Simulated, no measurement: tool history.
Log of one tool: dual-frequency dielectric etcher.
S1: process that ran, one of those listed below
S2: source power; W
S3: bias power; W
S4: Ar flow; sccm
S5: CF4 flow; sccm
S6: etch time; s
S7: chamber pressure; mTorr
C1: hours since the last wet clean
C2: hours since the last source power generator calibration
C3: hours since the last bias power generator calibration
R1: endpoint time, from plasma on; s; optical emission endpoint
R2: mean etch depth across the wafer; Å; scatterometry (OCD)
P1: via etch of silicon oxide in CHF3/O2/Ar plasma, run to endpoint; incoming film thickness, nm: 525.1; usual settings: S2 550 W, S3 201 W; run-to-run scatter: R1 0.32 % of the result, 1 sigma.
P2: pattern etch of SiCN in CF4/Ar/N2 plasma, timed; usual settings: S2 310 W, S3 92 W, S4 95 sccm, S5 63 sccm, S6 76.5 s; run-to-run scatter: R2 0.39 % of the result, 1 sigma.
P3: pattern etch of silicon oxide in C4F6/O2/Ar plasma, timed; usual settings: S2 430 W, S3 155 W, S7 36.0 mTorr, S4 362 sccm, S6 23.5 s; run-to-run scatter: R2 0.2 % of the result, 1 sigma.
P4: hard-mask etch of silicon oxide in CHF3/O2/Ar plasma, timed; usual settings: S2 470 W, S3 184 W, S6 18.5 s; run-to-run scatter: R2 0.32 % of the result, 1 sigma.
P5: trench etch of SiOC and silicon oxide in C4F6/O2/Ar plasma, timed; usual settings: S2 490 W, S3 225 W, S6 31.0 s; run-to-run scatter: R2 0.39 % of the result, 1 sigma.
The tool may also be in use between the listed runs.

Run 1, hour 7.2: S1 P1, S2 550 W, S3 201 W; C1 140.9; C2 1430.2; C3 323.7. Result: R1 259.19 s.
Run 2, hour 15.0: S1 P2, S2 310 W, S3 58 W, S4 95 sccm, S5 63 sccm, S6 76.5 s; C1 148.7; C2 1438.0; C3 331.5. Result: R2 445.30 Å.
Run 3, hour 22.3: S1 P3, S2 610 W, S3 155 W, S4 362 sccm, S6 23.5 s, S7 36.0 mTorr; C1 156.0; C2 1445.3; C3 338.8. Result: R2 824.18 Å.
Run 4, hour 37.3: S1 P4, S2 470 W, S3 231 W, S6 18.5 s; C1 171.0; C2 1460.3; C3 353.8. Result: R2 369.73 Å.
Run 5, hour 49.7: S1 P4, S2 470 W, S3 184 W, S6 11.5 s; C1 183.4; C2 1472.7; C3 366.2. Result: R2 213.25 Å.
Run 6, hour 61.9: S1 P5, S2 490 W, S3 176 W, S6 31.0 s; C1 195.6; C2 1484.9; C3 378.4. Result: R2 664.33 Å.
Run 7, hour 76.9: S1 P5, S2 640 W, S3 225 W, S6 31.0 s; C1 210.6; C2 1499.9; C3 393.4. Result: R2 792.64 Å.
Run 8, hour 85.2: S1 P3, S2 430 W, S3 91 W, S4 362 sccm, S6 23.5 s, S7 36.0 mTorr; C1 218.9; C2 1508.2; C3 401.7. Result: R2 618.44 Å.
Run 9, hour 97.3: S1 P5, S2 490 W, S3 225 W, S6 31.0 s; C1 231.0; C2 1520.3; C3 413.8. Result: R2 713.67 Å.
Run 10, hour 111.4: S1 P4, S2 290 W, S3 184 W, S6 18.5 s; C1 245.1; C2 1534.4; C3 427.9. Result: R2 285.43 Å.
Run 11, hour 120.9: S1 P1, S2 550 W, S3 201 W; C1 254.6; C2 1543.9; C3 437.4. Result: R1 260.34 s.
Run 12, hour 130.2: S1 P1, S2 550 W, S3 201 W; C1 263.9; C2 1553.2; C3 446.7. Result: R1 259.77 s.
Run 13, hour 146.0: S1 P1, S2 380 W, S3 201 W; C1 279.7; C2 1569.0; C3 462.5. Result: R1 298.92 s.
Run 14, hour 159.5: S1 P1, S2 550 W, S3 164 W; C1 293.2; C2 1582.5; C3 476.0. Result: R1 279.22 s.
Run 15, hour 175.2: S1 P1, S2 670 W, S3 163 W; C1 308.9; C2 1598.2; C3 491.7. Result: R1 260.16 s.
Run 16, hour 182.9: S1 P3, S2 430 W, S3 155 W, S4 362 sccm, S6 23.5 s, S7 36.0 mTorr; C1 316.6; C2 1605.9; C3 499.4. Result: R2 719.53 Å.
Run 17, hour 196.9: S1 P2, S2 310 W, S3 92 W, S4 55 sccm, S5 63 sccm, S6 76.5 s; C1 330.6; C2 1619.9; C3 513.4. Result: R2 560.74 Å.
Run 18, hour 212.5: S1 P4, S2 470 W, S3 184 W, S6 18.5 s; C1 346.2; C2 1635.5; C3 529.0. Result: R2 340.46 Å.
Run 19, hour 223.6: S1 P1, S2 550 W, S3 251 W; C1 357.3; C2 1646.6; C3 540.1. Result: R1 241.20 s.
Run 20, hour 235.1: S1 P1, S2 410 W, S3 121 W; C1 368.8; C2 1658.1; C3 551.6. Result: R1 345.25 s.
Run 21, hour 250.5: S1 P4, S2 470 W, S3 184 W, S6 18.5 s; C1 384.2; C2 1673.5; C3 567.0. Result: R2 341.90 Å.
Run 22, hour 266.0: S1 P3, S2 430 W, S3 155 W, S4 493 sccm, S6 23.5 s, S7 36.0 mTorr; C1 399.7; C2 1689.0; C3 582.5. Result: R2 693.69 Å.
Run 23, hour 276.9: S1 P1, S2 550 W, S3 201 W; C1 410.6; C2 1699.9; C3 593.4. Result: R1 260.23 s.
Run 24, hour 285.6: S1 P1, S2 550 W, S3 201 W; C1 419.3; C2 1708.6; C3 602.1. Result: R1 261.90 s.
Run 25, hour 300.5: S1 P2, S2 310 W, S3 92 W, S4 95 sccm, S5 63 sccm, S6 76.5 s; C1 434.2; C2 1723.5; C3 617.0. Result: R2 524.00 Å.
Run 26, hour 307.6: S1 P1, S2 550 W, S3 201 W; C1 441.3; C2 1730.6; C3 624.1. Result: R1 261.53 s.
Run 27, hour 316.0: S1 P2, S2 180 W, S3 92 W, S4 95 sccm, S5 63 sccm, S6 76.5 s; C1 449.7; C2 1739.0; C3 632.5. Result: R2 327.56 Å.
Run 28, hour 327.2: S1 P2, S2 310 W, S3 92 W, S4 95 sccm, S5 63 sccm, S6 51.0 s; C1 460.9; C2 1750.2; C3 643.7. Result: R2 348.59 Å.
Run 29, hour 339.4: S1 P2, S2 310 W, S3 92 W, S4 95 sccm, S5 78 sccm, S6 76.5 s; C1 473.1; C2 1762.4; C3 655.9. Result: R2 538.40 Å.
Run 30, hour 348.3: S1 P5, S2 490 W, S3 225 W, S6 17.0 s; C1 482.0; C2 1771.3; C3 664.8. Result: R2 395.09 Å.
Run 31, hour 358.6: S1 P3, S2 430 W, S3 155 W, S4 362 sccm, S6 34.5 s, S7 36.0 mTorr; C1 492.3; C2 1781.6; C3 675.1. Result: R2 1052.60 Å.
Run 32, hour 371.3: S1 P3, S2 430 W, S3 155 W, S4 362 sccm, S6 23.5 s, S7 36.0 mTorr; C1 505.0; C2 1794.3; C3 687.8. Result: R2 718.24 Å.
Run 33, hour 386.4: S1 P1, S2 550 W, S3 201 W; C1 520.1; C2 1809.4; C3 702.9. Result: R1 260.90 s.
Run 34, hour 393.7: S1 P1, S2 680 W, S3 201 W; C1 527.4; C2 1816.7; C3 710.2. Result: R1 240.61 s.
Run 35, hour 402.8: S1 P3, S2 430 W, S3 155 W, S4 362 sccm, S6 23.5 s, S7 28.5 mTorr; C1 536.5; C2 1825.8; C3 719.3. Result: R2 737.40 Å.
Run 36, hour 410.2: S1 P2, S2 310 W, S3 92 W, S4 95 sccm, S5 63 sccm, S6 76.5 s; C1 543.9; C2 1833.2; C3 726.7. Result: R2 526.86 Å.
Run 37, hour 418.9: S1 P1, S2 550 W, S3 201 W; C1 552.6; C2 1841.9; C3 735.4. Result: R1 261.04 s.
Run 38, hour 433.7: S1 P1, S2 550 W, S3 201 W; C1 567.4; C2 1856.7; C3 750.2. Result: R1 261.19 s.
Run 39, hour 447.4: S1 P1, S2 550 W, S3 201 W; C1 581.1; C2 1870.4; C3 763.9. Result: R1 262.20 s.
Run 40, hour 457.5: S1 P1, S2 550 W, S3 201 W; C1 591.2; C2 1880.5; C3 774.0. Result: R1 263.70 s.
At hour 464.0: wet clean of the chamber.
Run 41, hour 470.8: S1 P1, S2 550 W, S3 201 W; C1 6.9; C2 1893.8; C3 787.3. Result: R1 262.49 s.
Run 42, hour 481.3: S1 P1, S2 550 W, S3 201 W; C1 17.4; C2 1904.3; C3 797.8. Result: R1 264.69 s.
Run 43, hour 489.0: S1 P1, S2 550 W, S3 201 W; C1 25.1; C2 1912.0; C3 805.5. Result: R1 263.27 s.
Run 44, hour 501.6: S1 P1, S2 550 W, S3 201 W; C1 37.7; C2 1924.6; C3 818.1. Result: R1 264.75 s.
Run 45, hour 517.7: S1 P1, S2 550 W, S3 201 W; C1 53.8; C2 1940.7; C3 834.2. Result: R1 264.68 s.
Run 46, hour 524.8: S1 P1, S2 550 W, S3 201 W; C1 60.9; C2 1947.8; C3 841.3. Result: R1 264.14 s.
Run 47, hour 535.4: S1 P1, S2 550 W, S3 201 W; C1 71.5; C2 1958.4; C3 851.9. Result: R1 265.56 s.
Run 48, hour 546.9: S1 P1, S2 550 W, S3 201 W; C1 83.0; C2 1969.9; C3 863.4. Result: R1 264.54 s.

What P1 gives has crept away from where it was. These 2 causes fit the log equally well, each at the size given:
A: bias power that arrives under what is set, % = 4.59
B: source power that arrives under what is set, % = 4.17
The creep began at about hour 418.9.
Why every other cause is out:
chamber walls in a state that lowers the etch rate, %: serviced at hour 464.0, which brought nothing back

4 check runs are offered, each on 2 wafers whose results are averaged, their results left as question marks. Which one tells the causes apart?
Run check 1, hour 558.4: S1 P4, S2 320 W, S3 184 W, S6 12.0 s. Result: R2 ?.
Run check 2, hour 558.4: S1 P5, S2 600 W, S3 225 W, S6 31.0 s. Result: R2 ?.
Run check 3, hour 558.4: S1 P2, S2 310 W, S3 92 W, S4 79 sccm, S5 63 sccm, S6 76.5 s. Result: R2 ?.
Run check 4, hour 558.4: S1 P3, S2 510 W, S3 155 W, S4 362 sccm, S6 30.0 s, S7 36.0 mTorr. Result: R2 ?.

What each check would give under each cause:
  check  result    if A    if B
check 1      R2  188.42  188.50
check 2      R2  762.27  761.18
check 3      R2  528.76  518.27
check 4      R2  967.43  964.68
How far apart the two closest causes lie, in the result that separates them most: check 1 0.04 %; check 2 0.14 %; check 3 2 %; check 4 0.28 %
Only check 3 tells the causes apart: in the others they would give nearly the same result.

Then check 3 was run and gave: R2 519.06 Å. Which cause is it?

It is B: source power that arrives under what is set, %.
